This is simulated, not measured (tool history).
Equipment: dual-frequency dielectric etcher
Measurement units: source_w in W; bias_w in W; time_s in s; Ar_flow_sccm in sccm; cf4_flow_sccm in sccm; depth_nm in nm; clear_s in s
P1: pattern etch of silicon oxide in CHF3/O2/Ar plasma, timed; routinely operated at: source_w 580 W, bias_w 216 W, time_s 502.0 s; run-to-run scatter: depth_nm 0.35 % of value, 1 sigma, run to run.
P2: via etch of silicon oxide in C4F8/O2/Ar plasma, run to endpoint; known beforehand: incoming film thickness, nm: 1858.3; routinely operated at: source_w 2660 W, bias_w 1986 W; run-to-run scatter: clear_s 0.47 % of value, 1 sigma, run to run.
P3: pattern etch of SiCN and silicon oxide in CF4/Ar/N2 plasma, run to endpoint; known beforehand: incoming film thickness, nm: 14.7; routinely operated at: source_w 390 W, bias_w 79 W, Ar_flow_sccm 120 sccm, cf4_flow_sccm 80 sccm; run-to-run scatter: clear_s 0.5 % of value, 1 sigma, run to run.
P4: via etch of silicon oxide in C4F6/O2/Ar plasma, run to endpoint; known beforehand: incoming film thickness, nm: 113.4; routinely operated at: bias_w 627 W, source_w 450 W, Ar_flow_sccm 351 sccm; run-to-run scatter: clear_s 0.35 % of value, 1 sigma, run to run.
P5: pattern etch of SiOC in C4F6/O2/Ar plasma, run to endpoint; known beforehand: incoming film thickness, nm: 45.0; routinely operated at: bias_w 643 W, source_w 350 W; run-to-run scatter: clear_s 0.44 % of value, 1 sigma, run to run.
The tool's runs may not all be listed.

run	hour	process	source_w	bias_w	time_s	Ar_flow_sccm	cf4_flow_sccm	hours since the last wet clean	hours since the last source power generator calibration	hours since the last bias power generator calibration	depth_nm	clear_s
1	9.6	P1	580	216	502.0			317.3	1399.9	1247.9	1021.30	
2	18.2	P3	390	79		120	80	325.9	1408.5	1256.5		19.059
3	27.8	P4	450	627		351		335.5	1418.1	1266.1		21.799
4	35.8	P4	300	627		351		343.5	1426.1	1274.1		25.030
5	46.4	P1	350	216	502.0			354.1	1436.7	1284.7	833.37	
6	59.9	P4	450	627		207		367.6	1450.2	1298.2		20.421
7	68.4	P2	2660	1986				376.1	1458.7	1306.7		318.880
8	80.8	P1	580	216	696.5			388.5	1471.1	1319.1	1408.10	
9	89.7	P1	580	216	303.5			397.4	1480.0	1328.0	611.94	
10	97.5	P5	350	643				405.2	1487.8	1335.8		14.015
11	112.1	P1	580	156	502.0			419.8	1502.4	1350.4	914.23	
# hour 121.5: wet clean of the chamber
12	128.2	P5	350	643				6.8	1518.5	1366.5		13.995
13	144.5	P2	1990	1986				23.1	1534.8	1382.8		363.670
14	154.5	P3	540	79		120	80	33.1	1544.8	1392.8		14.314
15	161.8	P5	350	805				40.4	1552.1	1400.1		12.895
16	176.5	P4	450	863		351		55.1	1566.8	1414.8		19.128
17	183.7	P1	580	216	502.0			62.3	1574.0	1422.0	1012.40	
18	193.2	P2	2660	1174				71.8	1583.5	1431.5		368.410
19	205.3	P1	580	216	502.0			83.9	1595.6	1443.6	1016.20	
20	215.1	P2	2660	1986				93.7	1605.4	1453.4		320.370
21	226.1	P1	760	216	276.0			104.7	1616.4	1464.4	621.32	
22	241.6	P3	390	79		145	80	120.2	1631.9	1479.9		19.511
23	253.8	P3	390	79		120	50	132.4	1644.1	1492.1		20.404
24	267.8	P1	760	216	502.0			146.4	1658.1	1506.1	1118.70	
25	281.7	P1	580	216	502.0			160.3	1672.0	1520.0	1014.30	
26	293.4	P1	580	285	502.0			172.0	1683.7	1531.7	1116.80	
27	309.3	P3	390	61		120	80	187.9	1699.6	1547.6		20.633
28	325.3	P5	290	643				203.9	1715.6	1563.6		14.955
29	332.7	P1	580	216	502.0			211.3	1723.0	1571.0	1015.90	
30	347.3	P1	580	216	502.0			225.9	1737.6	1585.6	1008.20	
31	356.1	P1	580	216	502.0			234.7	1746.4	1594.4	999.96	
32	367.1	P1	580	216	502.0			245.7	1757.4	1605.4	997.88	
33	375.5	P1	580	216	502.0			254.1	1765.8	1613.8	995.76	
# hour 387.1: wet clean of the chamber
34	390.0	P1	580	216	502.0			3.0	1780.3	1628.3	997.41	
35	403.1	P1	580	216	502.0			16.1	1793.4	1641.4	997.24	
36	419.0	P1	580	216	502.0			32.0	1809.3	1657.3	999.30	

P1 has crept away from where it was. The log is fitted equally well by each of these 2 causes, at the sizes shown:
A: bias power that arrives under what is set, % = 4.94
B: source power that arrives under what is set, % = 4.55
Creep in the process output first set in at about hour 332.7.
Other possible causes, and why each is ruled out:
chamber walls in a state that lowers the etch rate, %: serviced at hour 387.1, after the change had begun; the process did not return to its earlier output

Below are 4 check runs, each averaged over 3 wafers, with their results shown as question marks. Which of them would give clearly different results depending on which cause is behind the drift?
check 1	434.9	P5	350	643								?
check 2	434.9	P3	390	79		120	80					?
check 3	434.9	P2	2660	1986								?
check 4	434.9	P4	450	627		351						?

How each check would come out, cause by cause:
check	result	if A	if B
check 1	clear_s	14.324	14.285
check 2	clear_s	19.336	19.791
check 3	clear_s	325.590	327.110
check 4	clear_s	22.103	22.051
Distance between the nearest two causes, measured in the result of the check that separates them most: check 1 0.27 %; check 2 2.32 %; check 3 0.47 %; check 4 0.23 %
The other checks would show nearly matching results whichever cause is true, so check 2 is the only one that separates the causes.

Then check 2 was run and gave: clear_s 19.382 s. Which cause is it?

The correct cause is A, namely: bias power that arrives under what is set, %.

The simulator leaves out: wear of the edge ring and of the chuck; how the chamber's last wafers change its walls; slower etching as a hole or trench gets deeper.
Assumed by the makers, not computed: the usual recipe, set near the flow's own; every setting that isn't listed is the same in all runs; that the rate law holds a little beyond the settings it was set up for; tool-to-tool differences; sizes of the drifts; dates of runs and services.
